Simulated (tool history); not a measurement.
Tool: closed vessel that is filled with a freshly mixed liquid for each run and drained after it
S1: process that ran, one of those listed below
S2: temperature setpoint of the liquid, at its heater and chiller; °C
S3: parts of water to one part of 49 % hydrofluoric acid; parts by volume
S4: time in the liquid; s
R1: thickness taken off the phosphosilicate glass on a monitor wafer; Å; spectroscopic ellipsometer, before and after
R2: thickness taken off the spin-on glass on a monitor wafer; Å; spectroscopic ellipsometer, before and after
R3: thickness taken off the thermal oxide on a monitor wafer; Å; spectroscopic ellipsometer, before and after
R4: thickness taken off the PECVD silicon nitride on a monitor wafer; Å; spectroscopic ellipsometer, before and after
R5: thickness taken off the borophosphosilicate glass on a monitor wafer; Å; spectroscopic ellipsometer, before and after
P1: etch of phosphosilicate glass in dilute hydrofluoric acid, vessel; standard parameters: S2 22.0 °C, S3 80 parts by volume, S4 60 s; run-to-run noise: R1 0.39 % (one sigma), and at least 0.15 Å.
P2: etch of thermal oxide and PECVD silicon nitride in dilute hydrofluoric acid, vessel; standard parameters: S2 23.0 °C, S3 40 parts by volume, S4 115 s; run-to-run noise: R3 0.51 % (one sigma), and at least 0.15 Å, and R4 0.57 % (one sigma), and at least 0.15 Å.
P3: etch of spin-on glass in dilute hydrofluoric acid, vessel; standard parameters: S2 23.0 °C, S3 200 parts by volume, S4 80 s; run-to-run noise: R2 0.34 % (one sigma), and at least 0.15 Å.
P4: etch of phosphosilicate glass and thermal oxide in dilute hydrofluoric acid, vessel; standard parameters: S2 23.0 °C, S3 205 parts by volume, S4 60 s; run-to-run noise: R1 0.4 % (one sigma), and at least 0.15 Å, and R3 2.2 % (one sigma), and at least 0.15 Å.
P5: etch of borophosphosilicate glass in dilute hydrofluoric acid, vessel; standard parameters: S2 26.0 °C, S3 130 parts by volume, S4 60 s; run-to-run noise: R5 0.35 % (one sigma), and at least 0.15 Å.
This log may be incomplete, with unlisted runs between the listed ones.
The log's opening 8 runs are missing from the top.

{"run": 9, "hour": 47.4, "S1": "P4", "S2": 18.5, "S3": 205, "S4": 60, "R1": 376.44, "R3": 9.5278}
{"run": 10, "hour": 52.9, "S1": "P1", "S2": 22.0, "S3": 80, "S4": 60, "R1": 457.02}
{"run": 11, "hour": 56.3, "S1": "P5", "S2": 26.0, "S3": 75, "S4": 60, "R5": 719.5}
{"run": 12, "hour": 59.7, "S1": "P5", "S2": 26.0, "S3": 130, "S4": 60, "R5": 386.48}
{"run": 13, "hour": 65.1, "S1": "P1", "S2": 22.0, "S3": 80, "S4": 100, "R1": 754.68}
{"run": 14, "hour": 71.9, "S1": "P1", "S2": 22.0, "S3": 120, "S4": 60, "R1": 292.87}
{"run": 15, "hour": 77.1, "S1": "P1", "S2": 22.0, "S3": 80, "S4": 60, "R1": 455.27}
{"run": 16, "hour": 82.3, "S1": "P1", "S2": 22.0, "S3": 80, "S4": 60, "R1": 458.83}
{"run": 17, "hour": 85.7, "S1": "P3", "S2": 17.0, "S3": 200, "S4": 80, "R2": 55.093}
{"run": 18, "hour": 89.7, "S1": "P2", "S2": 23.0, "S3": 40, "S4": 115, "R3": 137.35, "R4": 89.631}
{"run": 19, "hour": 95.2, "S1": "P3", "S2": 23.0, "S3": 200, "S4": 80, "R2": 69.634}
{"run": 20, "hour": 99.1, "S1": "P1", "S2": 22.0, "S3": 80, "S4": 30, "R1": 227.57}
{"run": 21, "hour": 104.4, "S1": "P2", "S2": 23.0, "S3": 60, "S4": 115, "R3": 87.95, "R4": 60.023}
{"run": 22, "hour": 108.2, "S1": "P2", "S2": 23.0, "S3": 40, "S4": 210, "R3": 249.97, "R4": 164.62}
{"run": 23, "hour": 113.8, "S1": "P4", "S2": 23.0, "S3": 205, "S4": 60, "R1": 446.32, "R3": 11.6}
{"run": 24, "hour": 117.5, "S1": "P4", "S2": 23.0, "S3": 205, "S4": 105, "R1": 781.37, "R3": 20.128}
{"hour": 120.7, "done": "thermometer replaced"}
{"run": 25, "hour": 123.8, "S1": "P5", "S2": 32.0, "S3": 130, "S4": 60, "R5": 485.51}

For run 26, what comes out?
{"run": 26, "hour": 127.3, "S1": "P3", "S2": 23.0, "S3": 345, "S4": 80, "R2": "?"}

Run 26 yielded R2 35.241 Å.

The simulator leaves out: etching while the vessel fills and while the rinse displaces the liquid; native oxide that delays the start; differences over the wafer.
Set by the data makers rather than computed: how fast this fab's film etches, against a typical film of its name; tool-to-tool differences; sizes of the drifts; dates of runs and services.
